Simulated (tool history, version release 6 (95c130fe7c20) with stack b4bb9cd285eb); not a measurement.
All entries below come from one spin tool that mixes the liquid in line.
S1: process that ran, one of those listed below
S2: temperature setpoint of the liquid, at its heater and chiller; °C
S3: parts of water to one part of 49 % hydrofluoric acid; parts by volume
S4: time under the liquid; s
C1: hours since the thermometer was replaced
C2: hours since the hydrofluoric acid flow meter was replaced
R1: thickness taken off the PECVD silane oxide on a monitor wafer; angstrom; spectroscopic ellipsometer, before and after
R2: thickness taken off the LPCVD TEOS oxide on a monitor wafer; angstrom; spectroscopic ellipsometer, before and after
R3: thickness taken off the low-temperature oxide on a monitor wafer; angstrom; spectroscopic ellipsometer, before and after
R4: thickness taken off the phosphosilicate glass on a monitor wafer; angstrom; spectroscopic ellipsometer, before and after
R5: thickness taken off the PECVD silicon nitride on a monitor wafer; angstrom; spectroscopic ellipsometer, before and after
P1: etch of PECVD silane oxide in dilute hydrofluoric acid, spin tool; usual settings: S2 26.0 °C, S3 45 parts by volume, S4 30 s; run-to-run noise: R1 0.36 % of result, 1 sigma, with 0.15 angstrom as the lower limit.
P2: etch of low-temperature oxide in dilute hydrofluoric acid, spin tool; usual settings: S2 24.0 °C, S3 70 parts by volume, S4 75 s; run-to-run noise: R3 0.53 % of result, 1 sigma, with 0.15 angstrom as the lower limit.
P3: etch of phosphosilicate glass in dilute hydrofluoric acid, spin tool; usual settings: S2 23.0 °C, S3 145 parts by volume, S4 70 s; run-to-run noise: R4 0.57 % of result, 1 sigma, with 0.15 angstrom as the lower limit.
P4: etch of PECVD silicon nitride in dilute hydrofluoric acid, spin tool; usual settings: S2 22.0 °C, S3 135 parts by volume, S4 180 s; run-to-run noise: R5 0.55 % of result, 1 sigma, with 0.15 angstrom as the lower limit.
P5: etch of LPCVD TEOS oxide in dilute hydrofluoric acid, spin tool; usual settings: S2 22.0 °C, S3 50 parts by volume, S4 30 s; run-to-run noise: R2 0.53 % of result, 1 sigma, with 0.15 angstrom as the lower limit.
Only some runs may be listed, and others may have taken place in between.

| run | day | S1 | S2 | S3 | S4 | C1 | C2 | R1 | R2 | R3 | R4 | R5 |
|---|---|---|---|---|---|---|---|---|---|---|---|---|
| 1 | 0.325 | P1 | 26.0 | 45 | 30 | 326.2 | 335.0 | 386.54 |  |  |  |  |
| 2 | 0.608 | P1 | 30.5 | 45 | 15 | 333.0 | 341.8 | 232.20 |  |  |  |  |
| 3 | 1.058 | P5 | 22.0 | 50 | 50 | 343.8 | 352.6 |  | 211.380 |  |  |  |
| 4 | 1.442 | P5 | 27.5 | 50 | 30 | 353.0 | 361.8 |  | 159.390 |  |  |  |
| 5 | 1.833 | P2 | 24.0 | 70 | 75 | 362.4 | 371.2 |  |  | 120.41 |  |  |
| 6 | 2.158 | P2 | 24.0 | 70 | 145 | 370.2 | 379.0 |  |  | 233.02 |  |  |
| 7 | 2.392 | P5 | 22.0 | 50 | 30 | 375.8 | 384.6 |  | 126.920 |  |  |  |
| 8 | 2.792 | P3 | 23.0 | 145 | 40 | 385.4 | 394.2 |  |  |  | 297.48 |  |
| 9 | 3.071 | P3 | 23.0 | 75 | 70 | 392.1 | 400.9 |  |  |  | 1079.90 |  |
| 10 | 3.433 | P3 | 23.0 | 145 | 70 | 400.8 | 409.6 |  |  |  | 515.59 |  |
| 11 | 3.767 | P1 | 26.0 | 45 | 30 | 408.8 | 417.6 | 386.66 |  |  |  |  |
| 12 | 3.983 | P4 | 27.0 | 135 | 180 | 414.0 | 422.8 |  |  |  |  | 55.497 |
| 13 | 4.233 | P1 | 26.0 | 20 | 30 | 420.0 | 428.8 | 901.79 |  |  |  |  |
| 14 | 4.621 | P1 | 26.0 | 45 | 30 | 429.3 | 438.1 | 385.86 |  |  |  |  |
| 15 | 4.888 | P4 | 22.0 | 135 | 180 | 435.7 | 444.5 |  |  |  |  | 39.550 |
| 16 | 5.183 | P1 | 26.0 | 75 | 30 | 442.8 | 451.6 | 224.50 |  |  |  |  |
| 17 | 5.579 | P1 | 26.0 | 45 | 55 | 452.3 | 461.1 | 712.36 |  |  |  |  |
| 18 | 5.988 | P4 | 22.0 | 25 | 180 | 462.1 | 470.9 |  |  |  |  | 206.090 |
| 19 | 6.254 | P3 | 28.0 | 145 | 70 | 468.5 | 477.3 |  |  |  | 620.49 |  |
| 20 | 6.642 | P1 | 30.0 | 45 | 30 | 477.8 | 486.6 | 457.61 |  |  |  |  |
| 21 | 7.117 | P2 | 20.0 | 70 | 75 | 489.2 | 498.0 |  |  | 102.06 |  |  |
| 22 | 7.458 | P1 | 21.5 | 45 | 30 | 497.4 | 506.2 | 325.09 |  |  |  |  |
| 23 | 7.700 | P1 | 26.0 | 45 | 15 | 503.2 | 512.0 | 193.43 |  |  |  |  |
| 24 | 7.921 | P5 | 22.0 | 85 | 30 | 508.5 | 517.3 |  | 71.442 |  |  |  |
| 25 | 8.288 | P2 | 24.0 | 45 | 75 | 517.3 | 526.1 |  |  | 191.88 |  |  |
| 26 | 8.529 | P1 | 26.0 | 45 | 30 | 523.1 | 531.9 | 387.98 |  |  |  |  |
| 27 | 8.983 | P1 | 26.0 | 45 | 30 | 534.0 | 542.8 | 387.07 |  |  |  |  |
| 28 | 9.433 | P4 | 22.0 | 135 | 345 | 544.8 | 553.6 |  |  |  |  | 76.294 |
| 29 | 9.754 | P1 | 26.0 | 45 | 30 | 552.5 | 561.3 | 386.63 |  |  |  |  |
| 30 | 9.971 | P1 | 26.0 | 45 | 30 | 557.7 | 566.5 | 380.37 |  |  |  |  |
| 31 | 10.367 | P1 | 26.0 | 45 | 30 | 567.2 | 576.0 | 369.56 |  |  |  |  |
| 32 | 10.717 | P1 | 26.0 | 45 | 30 | 575.6 | 584.4 | 360.31 |  |  |  |  |
| 33 | 11.108 | P1 | 26.0 | 45 | 30 | 585.0 | 593.8 | 359.19 |  |  |  |  |
| 34 | 11.454 | P1 | 26.0 | 45 | 30 | 593.3 | 602.1 | 358.21 |  |  |  |  |
| 35 | 11.692 | P1 | 26.0 | 45 | 30 | 599.0 | 607.8 | 357.53 |  |  |  |  |
| 36 | 12.129 | P1 | 26.0 | 45 | 30 | 609.5 | 618.3 | 356.59 |  |  |  |  |
| 37 | 12.600 | P1 | 26.0 | 45 | 30 | 620.8 | 629.6 | 354.25 |  |  |  |  |
| 38 | 12.883 | P1 | 26.0 | 45 | 30 | 627.6 | 636.4 | 354.76 |  |  |  |  |

Compared with where it was, what P1 gives has crept away. Each cause listed below fits the log as well as the rest, at the size given for it:
A: liquid colder than its thermometer reads (K) = 2.2
B: hydrofluoric acid flow below the setpoint (%) = 8.12
At approximately day 9.754, the process output began to creep.

Below are 4 check runs, each on a single wafer, with their results shown as question marks. Which of them would tell the listed causes apart, meaning the causes would give clearly different results under it?
| check 1 | 13.167 | P2 | 24.0 | 70 | 75 |  |  |  |  | ? |  |  |
| check 2 | 13.167 | P5 | 22.0 | 50 | 30 |  |  |  | ? |  |  |  |
| check 3 | 13.167 | P3 | 23.0 | 145 | 70 |  |  |  |  |  | ? |  |
| check 4 | 13.167 | P4 | 22.0 | 135 | 180 |  |  |  |  |  |  | ? |

Outcome of each check run for each possible cause:
| check | result | if A | if B |
|---|---|---|---|
| check 1 | R3 | 109.95 | 109.65 |
| check 2 | R2 | 115.360 | 115.650 |
| check 3 | R4 | 476.12 | 470.09 |
| check 4 | R5 | 34.604 | 36.874 |
Per check, the gap between the least separated pair of causes, taken in the result that splits them most: check 1 0.27 %; check 2 0.25 %; check 3 1.28 %; check 4 6.35 %
The other checks would show nearly matching results whichever cause is true, so check 4 is the only one that separates the causes.

Then check 4 was run and gave: R5 34.799 angstrom. Which cause is it?

The correct cause is A, namely: liquid colder than its thermometer reads (K).
